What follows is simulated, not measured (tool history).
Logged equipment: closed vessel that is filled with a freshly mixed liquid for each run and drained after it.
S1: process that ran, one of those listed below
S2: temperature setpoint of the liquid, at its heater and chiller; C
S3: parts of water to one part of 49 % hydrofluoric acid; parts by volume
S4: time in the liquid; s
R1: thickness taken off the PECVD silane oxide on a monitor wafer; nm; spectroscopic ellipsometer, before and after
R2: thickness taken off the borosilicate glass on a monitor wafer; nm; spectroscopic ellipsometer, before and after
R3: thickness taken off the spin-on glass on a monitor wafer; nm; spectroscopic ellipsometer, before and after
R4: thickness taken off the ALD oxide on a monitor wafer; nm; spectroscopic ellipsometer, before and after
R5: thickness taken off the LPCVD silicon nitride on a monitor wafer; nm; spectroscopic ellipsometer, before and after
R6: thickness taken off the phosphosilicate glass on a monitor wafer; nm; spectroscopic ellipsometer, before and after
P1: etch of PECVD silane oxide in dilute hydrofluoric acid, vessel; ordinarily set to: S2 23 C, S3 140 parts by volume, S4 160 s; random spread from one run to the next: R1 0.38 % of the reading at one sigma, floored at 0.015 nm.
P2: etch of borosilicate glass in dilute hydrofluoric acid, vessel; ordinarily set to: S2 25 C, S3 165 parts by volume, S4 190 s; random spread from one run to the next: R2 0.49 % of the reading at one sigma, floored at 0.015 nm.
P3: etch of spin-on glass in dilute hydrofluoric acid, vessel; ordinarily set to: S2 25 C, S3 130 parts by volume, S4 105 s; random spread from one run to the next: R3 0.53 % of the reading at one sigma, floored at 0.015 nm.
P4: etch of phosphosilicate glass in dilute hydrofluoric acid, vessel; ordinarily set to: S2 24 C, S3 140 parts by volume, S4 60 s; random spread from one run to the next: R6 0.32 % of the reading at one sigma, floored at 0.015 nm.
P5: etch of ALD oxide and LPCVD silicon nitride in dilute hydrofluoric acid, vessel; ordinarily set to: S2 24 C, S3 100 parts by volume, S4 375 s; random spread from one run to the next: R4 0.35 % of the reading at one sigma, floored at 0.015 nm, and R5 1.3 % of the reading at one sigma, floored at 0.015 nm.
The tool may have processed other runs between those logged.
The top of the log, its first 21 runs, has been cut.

run 22 hour=342.5 | S1=P1 S2=17 S3=140 S4=160 | R1=16.209
run 23 hour=360.4 | S1=P1 S2=23 S3=140 S4=60 | R1=7.726
run 24 hour=373.5 | S1=P3 S2=32 S3=130 S4=105 | R3=67.958
run 25 hour=392.5 | S1=P5 S2=24 S3=100 S4=170 | R4=20.62 R5=0.81872
run 26 hour=406.6 | S1=P4 S2=24 S3=140 S4=85 | R6=113
run 27 hour=423 | S1=P4 S2=24 S3=140 S4=60 | R6=79.704
run 28 hour=436.4 | S1=P4 S2=19.5 S3=140 S4=60 | R6=66.742
run 29 hour=454.7 | S1=P1 S2=23 S3=90 S4=250 | R1=52.865
run 30 hour=465.8 | S1=P1 S2=23 S3=140 S4=270 | R1=34.534

Estimate the outcome of run 31 from the log above:
run 31 hour=475.9 | S1=P1 S2=23 S3=140 S4=160 | R1=?

Run 31 yielded R1 20.369 nm.
